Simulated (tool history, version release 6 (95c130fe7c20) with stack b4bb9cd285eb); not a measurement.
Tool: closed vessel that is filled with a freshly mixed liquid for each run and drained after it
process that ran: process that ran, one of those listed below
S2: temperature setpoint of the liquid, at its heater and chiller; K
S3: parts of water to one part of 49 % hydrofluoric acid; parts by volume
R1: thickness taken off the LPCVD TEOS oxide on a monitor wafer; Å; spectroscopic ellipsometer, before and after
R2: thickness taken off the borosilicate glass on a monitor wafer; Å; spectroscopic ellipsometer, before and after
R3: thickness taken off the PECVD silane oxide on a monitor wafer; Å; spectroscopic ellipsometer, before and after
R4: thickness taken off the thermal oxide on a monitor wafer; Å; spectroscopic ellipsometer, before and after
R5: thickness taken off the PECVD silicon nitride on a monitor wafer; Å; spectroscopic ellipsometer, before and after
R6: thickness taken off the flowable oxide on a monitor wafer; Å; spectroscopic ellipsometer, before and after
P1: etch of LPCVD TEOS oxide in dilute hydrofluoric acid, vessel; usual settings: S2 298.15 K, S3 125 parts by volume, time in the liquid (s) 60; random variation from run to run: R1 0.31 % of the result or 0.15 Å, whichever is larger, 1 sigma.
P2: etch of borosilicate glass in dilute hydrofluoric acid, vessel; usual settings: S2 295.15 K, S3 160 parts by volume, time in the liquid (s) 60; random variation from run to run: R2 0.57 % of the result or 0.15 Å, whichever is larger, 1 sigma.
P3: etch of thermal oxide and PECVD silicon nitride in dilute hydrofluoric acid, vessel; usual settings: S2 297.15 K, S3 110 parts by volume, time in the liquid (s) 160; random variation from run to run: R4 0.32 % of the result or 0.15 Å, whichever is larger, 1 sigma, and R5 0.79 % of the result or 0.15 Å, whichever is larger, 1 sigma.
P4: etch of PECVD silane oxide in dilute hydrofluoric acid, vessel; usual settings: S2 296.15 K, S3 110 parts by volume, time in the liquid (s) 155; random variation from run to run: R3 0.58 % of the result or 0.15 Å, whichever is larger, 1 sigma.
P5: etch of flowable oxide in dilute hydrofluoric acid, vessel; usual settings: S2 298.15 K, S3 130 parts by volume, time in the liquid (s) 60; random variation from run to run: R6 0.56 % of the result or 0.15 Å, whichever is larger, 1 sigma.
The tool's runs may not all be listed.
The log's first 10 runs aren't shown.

{"run": 11, "hour": 88.1, "process that ran": "P1", "S2": 291.65, "S3": 125, "time in the liquid (s)": 30, "R1": 64.645}
{"run": 12, "hour": 97.1, "process that ran": "P2", "S2": 295.15, "S3": 160, "time in the liquid (s)": 60, "R2": 176.44}
{"run": 13, "hour": 102.4, "process that ran": "P5", "S2": 298.15, "S3": 80, "time in the liquid (s)": 60, "R6": 219.22}
{"run": 14, "hour": 112.1, "process that ran": "P1", "S2": 298.15, "S3": 125, "time in the liquid (s)": 30, "R1": 83.405}
{"run": 15, "hour": 118.3, "process that ran": "P4", "S2": 296.15, "S3": 110, "time in the liquid (s)": 275, "R3": 351.09}
{"run": 16, "hour": 127.0, "process that ran": "P3", "S2": 302.15, "S3": 110, "time in the liquid (s)": 160, "R4": 78.225, "R5": 43.191}
{"run": 17, "hour": 138.2, "process that ran": "P4", "S2": 291.65, "S3": 110, "time in the liquid (s)": 155, "R3": 163.98}
{"run": 18, "hour": 149.8, "process that ran": "P3", "S2": 297.15, "S3": 185, "time in the liquid (s)": 160, "R4": 34.628, "R5": 18.952}
{"run": 19, "hour": 156.4, "process that ran": "P2", "S2": 295.15, "S3": 160, "time in the liquid (s)": 30, "R2": 88.406}
{"run": 20, "hour": 165.2, "process that ran": "P5", "S2": 298.15, "S3": 130, "time in the liquid (s)": 60, "R6": 128.11}
{"run": 21, "hour": 172.5, "process that ran": "P1", "S2": 305.15, "S3": 125, "time in the liquid (s)": 60, "R1": 217.42}
{"run": 22, "hour": 177.9, "process that ran": "P1", "S2": 294.65, "S3": 125, "time in the liquid (s)": 60, "R1": 145.91}

Run 23 comes next. What will it give?
{"run": 23, "hour": 186.5, "process that ran": "P5", "S2": 305.65, "S3": 130, "time in the liquid (s)": 60, "R6": "?"}

Run 23 gave R6 168.51 Å.

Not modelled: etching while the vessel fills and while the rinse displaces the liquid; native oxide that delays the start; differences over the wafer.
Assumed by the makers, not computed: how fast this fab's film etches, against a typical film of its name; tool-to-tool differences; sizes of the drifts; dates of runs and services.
